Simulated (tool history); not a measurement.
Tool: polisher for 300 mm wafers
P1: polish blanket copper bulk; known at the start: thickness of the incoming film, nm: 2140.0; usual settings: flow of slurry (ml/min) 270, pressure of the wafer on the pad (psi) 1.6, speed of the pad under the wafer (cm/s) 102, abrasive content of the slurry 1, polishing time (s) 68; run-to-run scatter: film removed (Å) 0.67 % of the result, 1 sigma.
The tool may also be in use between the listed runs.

run     day  flow of slurry (ml/min)  pressure of the wafer on the pad (psi)  speed of the pad under the wafer (cm/s)  abrasive content of the slurry  polishing time (s)  film removed (Å)
  1   0.429                      270                                     1.6                                      102                               1                  68            2859.2
  2   1.029                      270                                     1.6                                      102                               1                  31            1308.8
  3   1.358                      270                                     1.6                                      130                               1                  68            3642.5
  4   1.846                      270                                     2.4                                      102                               1                  68            4321.7
  5   2.217                      270                                     1.6                                      102                            0.75                  68              2696
  6   2.788                      270                                     1.6                                       68                               1                  68            1910.1
  7   3.158                      270                                     1.6                                      102                               1                  68            2849.9
  8   3.804                      160                                     1.6                                      102                               1                  87            3431.5
  9   4.458                      270                                     0.7                                      102                               1                  68            1256.1
 10       5                      415                                     1.6                                      102                               1                  68              3000
 11   5.479                      270                                     1.6                                      102                               1                  68            2872.5
 12   5.892                      270                                       1                                      102                               1                  47            1238.5
 13   6.488                      270                                     1.6                                      102                               1                  68            2848.6
 14   6.921                      270                                     1.6                                      102                               1                  94            3897.9
 15   7.225                      270                                     1.6                                      102                             1.3                  68              3013
 16   7.688                      160                                     1.6                                      102                               1                  68              2683
 17   8.179                      270                                     1.6                                      102                               1                  68            2832.1
 18   8.692                      270                                     1.6                                      102                               1                  68            2793.6
 19   9.354                      270                                     1.6                                      102                               1                  68            2792.9
 20   9.862                      270                                     1.6                                      102                               1                  68            2770.5
     10.112  -- head pressure recalibrated
 21  10.238                      270                                     1.6                                      102                               1                  68            2756.3
 22  10.892                      270                                     1.6                                      102                               1                  68            2740.4
 23  11.238                      270                                     1.6                                      102                               1                  68            2717.3
     11.396  -- slurry blender recalibrated
 24  11.604                      270                                     1.6                                      102                               1                  68            2751.1
 25  12.262                      270                                     1.6                                      102                               1                  68            2717.5
 26  12.708                      270                                     1.6                                      102                               1                  68            2723.1
 27  13.171                      270                                     1.6                                      102                               1                  68            2703.4
 28  13.504                      270                                     1.6                                      102                               1                  68              2720

What P1 gives has crept away from where it was. These 2 causes fit the log equally well, each at the size given:
A: slurry flow missing at the pad, % = 33.6
B: removal rate lost through wear of the pad, % = 4.87
The creep began at about day 8.179.
Why every other cause is out:
head's pressure below its setpoint, %: serviced at day 10.112, which brought nothing back
abrasive missing from the slurry, %: serviced at day 11.396, which brought nothing back

4 check runs are offered, each on 5 wafers whose results are averaged, their results left as question marks. Which one tells the causes apart?
check 1  13.838                      270                                     1.6                                      102                               1                  85                 ?
check 2  13.838                      270                                     1.6                                      124                               1                  68                 ?
check 3  13.838                      170                                     1.6                                      102                               1                  68                 ?
check 4  13.838                      270                                     1.6                                      102                             1.2                  52                 ?

What each check would give under each cause:
  check            result    if A    if B
check 1  film removed (Å)  3397.5  3397.2
check 2  film removed (Å)  3304.3    3304
check 3  film removed (Å)  2497.5  2565.1
check 4  film removed (Å)  2162.2    2162
How far apart the two closest causes lie, in the result that separates them most: check 1 0.01 %; check 2 0.01 %; check 3 2.67 %; check 4 0.01 %
Only check 3 tells the causes apart: in the others they would give nearly the same result.

Then check 3 was run and gave: film removed (Å) 2500.2. Which cause is it?

It is A: slurry flow missing at the pad, %.
